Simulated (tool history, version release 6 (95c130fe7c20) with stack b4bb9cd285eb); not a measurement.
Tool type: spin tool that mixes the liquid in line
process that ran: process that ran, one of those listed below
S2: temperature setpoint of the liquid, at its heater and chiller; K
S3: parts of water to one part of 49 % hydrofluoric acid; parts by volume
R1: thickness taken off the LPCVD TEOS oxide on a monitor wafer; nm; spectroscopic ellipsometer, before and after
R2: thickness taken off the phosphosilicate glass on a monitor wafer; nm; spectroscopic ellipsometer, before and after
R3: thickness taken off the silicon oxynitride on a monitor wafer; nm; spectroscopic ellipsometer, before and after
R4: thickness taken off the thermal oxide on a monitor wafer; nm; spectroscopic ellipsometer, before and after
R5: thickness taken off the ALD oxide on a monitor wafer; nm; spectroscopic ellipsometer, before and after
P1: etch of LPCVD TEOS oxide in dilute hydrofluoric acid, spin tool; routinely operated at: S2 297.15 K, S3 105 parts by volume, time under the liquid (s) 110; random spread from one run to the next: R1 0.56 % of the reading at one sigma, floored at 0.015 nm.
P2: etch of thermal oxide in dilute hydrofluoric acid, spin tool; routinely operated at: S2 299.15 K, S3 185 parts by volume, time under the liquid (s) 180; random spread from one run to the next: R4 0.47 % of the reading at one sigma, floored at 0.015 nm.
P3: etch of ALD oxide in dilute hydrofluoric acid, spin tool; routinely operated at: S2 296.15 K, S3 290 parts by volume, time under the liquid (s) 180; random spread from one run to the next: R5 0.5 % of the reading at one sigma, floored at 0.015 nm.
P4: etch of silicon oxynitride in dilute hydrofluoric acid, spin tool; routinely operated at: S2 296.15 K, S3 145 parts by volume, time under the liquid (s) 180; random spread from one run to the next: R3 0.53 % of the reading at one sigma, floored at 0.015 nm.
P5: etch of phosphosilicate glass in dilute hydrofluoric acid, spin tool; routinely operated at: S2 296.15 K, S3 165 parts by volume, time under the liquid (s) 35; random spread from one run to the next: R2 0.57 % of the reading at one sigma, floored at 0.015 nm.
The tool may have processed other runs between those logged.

{"run": 1, "hour": 8.3, "process that ran": "P1", "S2": 297.15, "S3": 105, "time under the liquid (s)": 110, "R1": 30.715}
{"run": 2, "hour": 13.2, "process that ran": "P1", "S2": 303.15, "S3": 105, "time under the liquid (s)": 110, "R1": 39.471}
{"run": 3, "hour": 17.7, "process that ran": "P5", "S2": 290.15, "S3": 165, "time under the liquid (s)": 35, "R2": 9.0677}
{"run": 4, "hour": 21.8, "process that ran": "P1", "S2": 297.15, "S3": 105, "time under the liquid (s)": 60, "R1": 17.005}
{"run": 5, "hour": 27.3, "process that ran": "P4", "S2": 296.15, "S3": 145, "time under the liquid (s)": 315, "R3": 7.3151}
{"hour": 30.0, "done": "hydrofluoric acid flow meter replaced"}
{"run": 6, "hour": 35.1, "process that ran": "P2", "S2": 299.15, "S3": 75, "time under the liquid (s)": 180, "R4": 12.746}
{"run": 7, "hour": 42.6, "process that ran": "P1", "S2": 297.15, "S3": 105, "time under the liquid (s)": 110, "R1": 30.724}
{"run": 8, "hour": 49.8, "process that ran": "P1", "S2": 301.65, "S3": 165, "time under the liquid (s)": 110, "R1": 21.798}
{"run": 9, "hour": 54.3, "process that ran": "P1", "S2": 297.15, "S3": 105, "time under the liquid (s)": 110, "R1": 31.053}
{"run": 10, "hour": 63.0, "process that ran": "P1", "S2": 293.15, "S3": 105, "time under the liquid (s)": 210, "R1": 50.161}
{"run": 11, "hour": 69.0, "process that ran": "P5", "S2": 296.15, "S3": 60, "time under the liquid (s)": 35, "R2": 35.932}
{"run": 12, "hour": 75.5, "process that ran": "P3", "S2": 296.15, "S3": 290, "time under the liquid (s)": 180, "R5": 5.8311}
{"run": 13, "hour": 84.4, "process that ran": "P4", "S2": 296.15, "S3": 75, "time under the liquid (s)": 180, "R3": 8.6453}
{"run": 14, "hour": 91.7, "process that ran": "P1", "S2": 297.15, "S3": 35, "time under the liquid (s)": 110, "R1": 101.81}
{"run": 15, "hour": 95.7, "process that ran": "P2", "S2": 290.65, "S3": 185, "time under the liquid (s)": 180, "R4": 3.3013}
{"run": 16, "hour": 99.7, "process that ran": "P1", "S2": 297.15, "S3": 105, "time under the liquid (s)": 190, "R1": 53.382}
{"run": 17, "hour": 104.1, "process that ran": "P2", "S2": 299.15, "S3": 185, "time under the liquid (s)": 180, "R4": 4.585}
{"run": 18, "hour": 112.3, "process that ran": "P2", "S2": 299.15, "S3": 185, "time under the liquid (s)": 280, "R4": 7.0322}
{"run": 19, "hour": 120.7, "process that ran": "P3", "S2": 302.15, "S3": 290, "time under the liquid (s)": 180, "R5": 7.1373}
{"run": 20, "hour": 129.1, "process that ran": "P5", "S2": 296.15, "S3": 165, "time under the liquid (s)": 65, "R2": 21.492}
{"run": 21, "hour": 134.9, "process that ran": "P1", "S2": 297.15, "S3": 105, "time under the liquid (s)": 110, "R1": 31.223}
{"run": 22, "hour": 138.9, "process that ran": "P1", "S2": 297.15, "S3": 160, "time under the liquid (s)": 110, "R1": 18.996}
{"run": 23, "hour": 147.5, "process that ran": "P1", "S2": 297.15, "S3": 105, "time under the liquid (s)": 110, "R1": 31.096}
{"run": 24, "hour": 152.4, "process that ran": "P1", "S2": 297.15, "S3": 105, "time under the liquid (s)": 110, "R1": 30.835}
{"run": 25, "hour": 159.3, "process that ran": "P4", "S2": 296.15, "S3": 145, "time under the liquid (s)": 180, "R3": 4.2201}
{"run": 26, "hour": 163.5, "process that ran": "P4", "S2": 296.15, "S3": 145, "time under the liquid (s)": 180, "R3": 4.1944}
{"run": 27, "hour": 168.2, "process that ran": "P1", "S2": 291.15, "S3": 105, "time under the liquid (s)": 110, "R1": 24.317}
{"run": 28, "hour": 173.0, "process that ran": "P4", "S2": 301.15, "S3": 145, "time under the liquid (s)": 180, "R3": 5.2656}
{"run": 29, "hour": 179.9, "process that ran": "P5", "S2": 296.15, "S3": 165, "time under the liquid (s)": 35, "R2": 11.481}
{"run": 30, "hour": 187.1, "process that ran": "P1", "S2": 300.65, "S3": 50, "time under the liquid (s)": 110, "R1": 80.966}
{"run": 31, "hour": 195.6, "process that ran": "P3", "S2": 296.15, "S3": 525, "time under the liquid (s)": 180, "R5": 2.6176}
{"run": 32, "hour": 199.9, "process that ran": "P3", "S2": 296.15, "S3": 290, "time under the liquid (s)": 320, "R5": 10.393}
{"run": 33, "hour": 204.0, "process that ran": "P3", "S2": 296.15, "S3": 290, "time under the liquid (s)": 180, "R5": 5.8539}
{"run": 34, "hour": 208.2, "process that ran": "P1", "S2": 297.15, "S3": 105, "time under the liquid (s)": 110, "R1": 31.07}
{"run": 35, "hour": 215.6, "process that ran": "P1", "S2": 297.15, "S3": 105, "time under the liquid (s)": 110, "R1": 31.865}
{"run": 36, "hour": 220.3, "process that ran": "P1", "S2": 297.15, "S3": 105, "time under the liquid (s)": 110, "R1": 32.143}
{"run": 37, "hour": 227.4, "process that ran": "P1", "S2": 297.15, "S3": 105, "time under the liquid (s)": 110, "R1": 32.473}
{"run": 38, "hour": 235.9, "process that ran": "P1", "S2": 297.15, "S3": 105, "time under the liquid (s)": 110, "R1": 32.932}
{"run": 39, "hour": 244.3, "process that ran": "P1", "S2": 297.15, "S3": 105, "time under the liquid (s)": 110, "R1": 33.083}
{"run": 40, "hour": 249.5, "process that ran": "P1", "S2": 297.15, "S3": 105, "time under the liquid (s)": 110, "R1": 33.274}
{"run": 41, "hour": 254.7, "process that ran": "P1", "S2": 297.15, "S3": 105, "time under the liquid (s)": 110, "R1": 33.346}
{"run": 42, "hour": 259.2, "process that ran": "P1", "S2": 297.15, "S3": 105, "time under the liquid (s)": 110, "R1": 33.23}
{"run": 43, "hour": 264.7, "process that ran": "P1", "S2": 297.15, "S3": 105, "time under the liquid (s)": 110, "R1": 33.166}
{"run": 44, "hour": 269.9, "process that ran": "P1", "S2": 297.15, "S3": 105, "time under the liquid (s)": 110, "R1": 33.06}

Something has made what P1 gives creep away from where it was; the 2 causes below, each at its own stated size, fit the log equally well:
A: hydrofluoric acid flow above the setpoint (%) = 6.42
B: liquid hotter than its thermometer reads (K) = 1.79
The gradual shift began around hour 208.2.

You are offered 4 check runs, listed below with question marks in place of their results; each one averages 2 wafers. Which run separates the listed causes by giving clearly different results for each?
{"run": "check 1", "hour": 275.1, "process that ran": "P2", "S2": 292.15, "S3": 75, "time under the liquid (s)": 180, "R4": "?"}
{"run": "check 2", "hour": 275.1, "process that ran": "P3", "S2": 300.15, "S3": 510, "time under the liquid (s)": 180, "R5": "?"}
{"run": "check 3", "hour": 275.1, "process that ran": "P5", "S2": 291.65, "S3": 165, "time under the liquid (s)": 65, "R2": "?"}
{"run": "check 4", "hour": 275.1, "process that ran": "P4", "S2": 299.65, "S3": 145, "time under the liquid (s)": 180, "R3": "?"}

What each check would give under each cause:
check=check_1 result=R4 if_A=10.2590 if_B=10.3370
check=check_2 result=R5 if_A=3.3733 if_B=3.2517
check=check_3 result=R2 if_A=19.2140 if_B=19.1940
check=check_4 result=R3 if_A=5.2774 if_B=5.3297
Per-check spread between the two closest causes, in the result where they differ most: check 1 0.75 %; check 2 3.67 %; check 3 0.1 %; check 4 0.99 %
Check 2 distinguishes between the causes, while the remaining checks would return nearly the same result for all of them.

The results of check 2 are: R5 3.2533 nm. Based on these, which of the listed causes is it?

It is B: liquid hotter than its thermometer reads (K).
